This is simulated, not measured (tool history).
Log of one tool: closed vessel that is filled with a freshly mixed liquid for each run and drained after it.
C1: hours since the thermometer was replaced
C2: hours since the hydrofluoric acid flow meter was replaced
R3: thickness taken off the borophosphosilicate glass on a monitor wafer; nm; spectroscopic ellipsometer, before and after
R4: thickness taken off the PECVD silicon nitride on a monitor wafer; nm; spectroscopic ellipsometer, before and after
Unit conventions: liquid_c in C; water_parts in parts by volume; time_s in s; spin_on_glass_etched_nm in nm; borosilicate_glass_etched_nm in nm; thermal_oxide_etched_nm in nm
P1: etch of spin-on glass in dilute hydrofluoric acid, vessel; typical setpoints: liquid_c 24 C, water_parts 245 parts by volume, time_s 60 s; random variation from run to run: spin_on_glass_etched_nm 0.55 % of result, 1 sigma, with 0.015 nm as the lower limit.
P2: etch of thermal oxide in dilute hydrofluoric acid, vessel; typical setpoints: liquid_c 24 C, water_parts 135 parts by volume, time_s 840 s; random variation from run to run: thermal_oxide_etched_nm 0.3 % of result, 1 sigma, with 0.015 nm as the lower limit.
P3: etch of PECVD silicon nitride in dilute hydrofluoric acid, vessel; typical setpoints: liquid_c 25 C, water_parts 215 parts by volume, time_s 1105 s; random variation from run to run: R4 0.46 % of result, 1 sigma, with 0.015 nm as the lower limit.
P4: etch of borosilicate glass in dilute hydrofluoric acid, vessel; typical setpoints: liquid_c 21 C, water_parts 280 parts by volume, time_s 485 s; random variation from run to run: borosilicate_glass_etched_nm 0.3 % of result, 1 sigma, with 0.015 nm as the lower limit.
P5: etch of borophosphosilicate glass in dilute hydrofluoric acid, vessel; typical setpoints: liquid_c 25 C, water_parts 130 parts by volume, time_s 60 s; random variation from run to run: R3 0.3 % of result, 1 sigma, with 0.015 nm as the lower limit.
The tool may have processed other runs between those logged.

{"run": 1, "hour": 8.0, "process": "P1", "liquid_c": 24, "water_parts": 245, "time_s": 60, "C1": 466.9, "C2": 210.8, "spin_on_glass_etched_nm": 8.2791}
{"run": 2, "hour": 19.4, "process": "P4", "liquid_c": 21, "water_parts": 280, "time_s": 30, "C1": 478.3, "C2": 222.2, "borosilicate_glass_etched_nm": 1.6422}
{"run": 3, "hour": 29.5, "process": "P4", "liquid_c": 21, "water_parts": 280, "time_s": 485, "C1": 488.4, "C2": 232.3, "borosilicate_glass_etched_nm": 27.131}
{"run": 4, "hour": 46.2, "process": "P5", "liquid_c": 25, "water_parts": 205, "time_s": 60, "C1": 505.1, "C2": 249, "R3": 19.417}
{"run": 5, "hour": 55.5, "process": "P5", "liquid_c": 30.5, "water_parts": 130, "time_s": 60, "C1": 514.4, "C2": 258.3, "R3": 40.878}
{"run": 6, "hour": 71.0, "process": "P4", "liquid_c": 17, "water_parts": 280, "time_s": 485, "C1": 529.9, "C2": 273.8, "borosilicate_glass_etched_nm": 23.326}
{"run": 7, "hour": 83.0, "process": "P1", "liquid_c": 24, "water_parts": 245, "time_s": 110, "C1": 541.9, "C2": 285.8, "spin_on_glass_etched_nm": 15.232}
{"run": 8, "hour": 97.6, "process": "P3", "liquid_c": 25, "water_parts": 215, "time_s": 2185, "C1": 556.5, "C2": 300.4, "R4": 53.582}
{"run": 9, "hour": 111.5, "process": "P1", "liquid_c": 31, "water_parts": 365, "time_s": 60, "C1": 570.4, "C2": 314.3, "spin_on_glass_etched_nm": 6.0983}
{"run": 10, "hour": 124.6, "process": "P1", "liquid_c": 19, "water_parts": 425, "time_s": 60, "C1": 583.5, "C2": 327.4, "spin_on_glass_etched_nm": 3.4095}
{"run": 11, "hour": 134.0, "process": "P1", "liquid_c": 24, "water_parts": 150, "time_s": 60, "C1": 592.9, "C2": 336.8, "spin_on_glass_etched_nm": 14.997}
{"run": 12, "hour": 150.1, "process": "P1", "liquid_c": 24, "water_parts": 245, "time_s": 60, "C1": 609, "C2": 352.9, "spin_on_glass_etched_nm": 8.2154}
{"run": 13, "hour": 163.5, "process": "P3", "liquid_c": 25, "water_parts": 215, "time_s": 1105, "C1": 622.4, "C2": 366.3, "R4": 27.063}
{"run": 14, "hour": 178.2, "process": "P1", "liquid_c": 24, "water_parts": 245, "time_s": 60, "C1": 637.1, "C2": 381, "spin_on_glass_etched_nm": 8.2489}
{"run": 15, "hour": 186.6, "process": "P1", "liquid_c": 24, "water_parts": 245, "time_s": 60, "C1": 645.5, "C2": 389.4, "spin_on_glass_etched_nm": 8.2548}
{"run": 16, "hour": 195.9, "process": "P4", "liquid_c": 21, "water_parts": 455, "time_s": 485, "C1": 654.8, "C2": 398.7, "borosilicate_glass_etched_nm": 14.384}
{"run": 17, "hour": 208.1, "process": "P2", "liquid_c": 24, "water_parts": 135, "time_s": 840, "C1": 667, "C2": 410.9, "thermal_oxide_etched_nm": 29.297}
{"run": 18, "hour": 223.5, "process": "P4", "liquid_c": 21, "water_parts": 280, "time_s": 485, "C1": 682.4, "C2": 426.3, "borosilicate_glass_etched_nm": 27.035}
{"run": 19, "hour": 234.7, "process": "P1", "liquid_c": 30, "water_parts": 245, "time_s": 60, "C1": 693.6, "C2": 437.5, "spin_on_glass_etched_nm": 10.163}
{"run": 20, "hour": 244.0, "process": "P1", "liquid_c": 24, "water_parts": 425, "time_s": 60, "C1": 702.9, "C2": 446.8, "spin_on_glass_etched_nm": 3.9802}
{"run": 21, "hour": 256.3, "process": "P2", "liquid_c": 24, "water_parts": 135, "time_s": 405, "C1": 715.2, "C2": 459.1, "thermal_oxide_etched_nm": 14.139}
{"hour": 256.9, "done": "thermometer replaced"}
{"run": 22, "hour": 267.8, "process": "P2", "liquid_c": 24, "water_parts": 25, "time_s": 840, "C1": 10.9, "C2": 470.6, "thermal_oxide_etched_nm": 182.25}
{"run": 23, "hour": 281.7, "process": "P5", "liquid_c": 25, "water_parts": 130, "time_s": 120, "C1": 24.8, "C2": 484.5, "R3": 66.288}
{"run": 24, "hour": 290.4, "process": "P1", "liquid_c": 17, "water_parts": 245, "time_s": 30, "C1": 33.5, "C2": 493.2, "spin_on_glass_etched_nm": 3.1921}
{"run": 25, "hour": 298.8, "process": "P1", "liquid_c": 24, "water_parts": 245, "time_s": 60, "C1": 41.9, "C2": 501.6, "spin_on_glass_etched_nm": 8.3113}
{"run": 26, "hour": 310.7, "process": "P2", "liquid_c": 32, "water_parts": 135, "time_s": 840, "C1": 53.8, "C2": 513.5, "thermal_oxide_etched_nm": 39.446}
{"run": 27, "hour": 325.4, "process": "P3", "liquid_c": 33, "water_parts": 215, "time_s": 1105, "C1": 68.5, "C2": 528.2, "R4": 43.745}
{"run": 28, "hour": 338.3, "process": "P2", "liquid_c": 24, "water_parts": 135, "time_s": 840, "C1": 81.4, "C2": 541.1, "thermal_oxide_etched_nm": 29.456}
{"run": 29, "hour": 353.8, "process": "P1", "liquid_c": 17, "water_parts": 245, "time_s": 60, "C1": 96.9, "C2": 556.6, "spin_on_glass_etched_nm": 6.3545}
{"run": 30, "hour": 369.6, "process": "P3", "liquid_c": 25, "water_parts": 215, "time_s": 1105, "C1": 112.7, "C2": 572.4, "R4": 27.083}
{"run": 31, "hour": 377.7, "process": "P1", "liquid_c": 24, "water_parts": 245, "time_s": 30, "C1": 120.8, "C2": 580.5, "spin_on_glass_etched_nm": 4.1098}
{"run": 32, "hour": 390.8, "process": "P3", "liquid_c": 25, "water_parts": 370, "time_s": 1105, "C1": 133.9, "C2": 593.6, "R4": 15.757}
{"run": 33, "hour": 405.7, "process": "P5", "liquid_c": 25, "water_parts": 130, "time_s": 60, "C1": 148.8, "C2": 608.5, "R3": 33.265}
{"run": 34, "hour": 414.6, "process": "P1", "liquid_c": 24, "water_parts": 245, "time_s": 60, "C1": 157.7, "C2": 617.4, "spin_on_glass_etched_nm": 8.2543}
{"run": 35, "hour": 423.4, "process": "P1", "liquid_c": 24, "water_parts": 245, "time_s": 60, "C1": 166.5, "C2": 626.2, "spin_on_glass_etched_nm": 8.0746}
{"run": 36, "hour": 431.5, "process": "P1", "liquid_c": 24, "water_parts": 245, "time_s": 60, "C1": 174.6, "C2": 634.3, "spin_on_glass_etched_nm": 7.95}
{"run": 37, "hour": 444.0, "process": "P1", "liquid_c": 24, "water_parts": 245, "time_s": 60, "C1": 187.1, "C2": 646.8, "spin_on_glass_etched_nm": 7.8591}
{"run": 38, "hour": 452.4, "process": "P1", "liquid_c": 24, "water_parts": 245, "time_s": 60, "C1": 195.5, "C2": 655.2, "spin_on_glass_etched_nm": 7.8286}
{"run": 39, "hour": 468.4, "process": "P1", "liquid_c": 24, "water_parts": 245, "time_s": 60, "C1": 211.5, "C2": 671.2, "spin_on_glass_etched_nm": 7.8517}
{"run": 40, "hour": 483.6, "process": "P1", "liquid_c": 24, "water_parts": 245, "time_s": 60, "C1": 226.7, "C2": 686.4, "spin_on_glass_etched_nm": 7.7586}
{"run": 41, "hour": 493.3, "process": "P1", "liquid_c": 24, "water_parts": 245, "time_s": 60, "C1": 236.4, "C2": 696.1, "spin_on_glass_etched_nm": 7.7546}

P1 has crept away from where it was. The log is fitted equally well by each of these 2 causes, at the sizes shown:
A: liquid colder than its thermometer reads (K) = 1.57
B: hydrofluoric acid flow below the setpoint (%) = 4.42
Creep in the process output first set in at about hour 414.6.

Consider the 4 single-wafer check runs listed below, results given as question marks: which one distinguishes between the causes by giving clearly different results for each?
{"run": "check 1", "hour": 503.0, "process": "P3", "liquid_c": 32, "water_parts": 215, "time_s": 2100, "R4": "?"}
{"run": "check 2", "hour": 503.0, "process": "P4", "liquid_c": 17, "water_parts": 280, "time_s": 35, "borosilicate_glass_etched_nm": "?"}
{"run": "check 3", "hour": 503.0, "process": "P5", "liquid_c": 30.5, "water_parts": 130, "time_s": 105, "R3": "?"}
{"run": "check 4", "hour": 503.0, "process": "P2", "liquid_c": 30.5, "water_parts": 135, "time_s": 840, "thermal_oxide_etched_nm": "?"}

Predicted outcomes, by check and by cause:
check=check_1 result=R4 if_A=71.467 if_B=74.796
check=check_2 result=borosilicate_glass_etched_nm if_A=1.5877 if_B=1.5948
check=check_3 result=R3 if_A=67.457 if_B=67.739
check=check_4 result=thermal_oxide_etched_nm if_A=35.371 if_B=35.502
Minimum pairwise separation of causes per check, each pair taken at its best-separating result: check 1 4.55 %; check 2 0.45 %; check 3 0.42 %; check 4 0.37 %
Check 1 tells the causes apart: in the others they would give nearly the same result.

The results of check 1 are: R4 75.027 nm. Based on these, which of the listed causes is it?

Of the candidate causes, it is B: hydrofluoric acid flow below the setpoint (%).

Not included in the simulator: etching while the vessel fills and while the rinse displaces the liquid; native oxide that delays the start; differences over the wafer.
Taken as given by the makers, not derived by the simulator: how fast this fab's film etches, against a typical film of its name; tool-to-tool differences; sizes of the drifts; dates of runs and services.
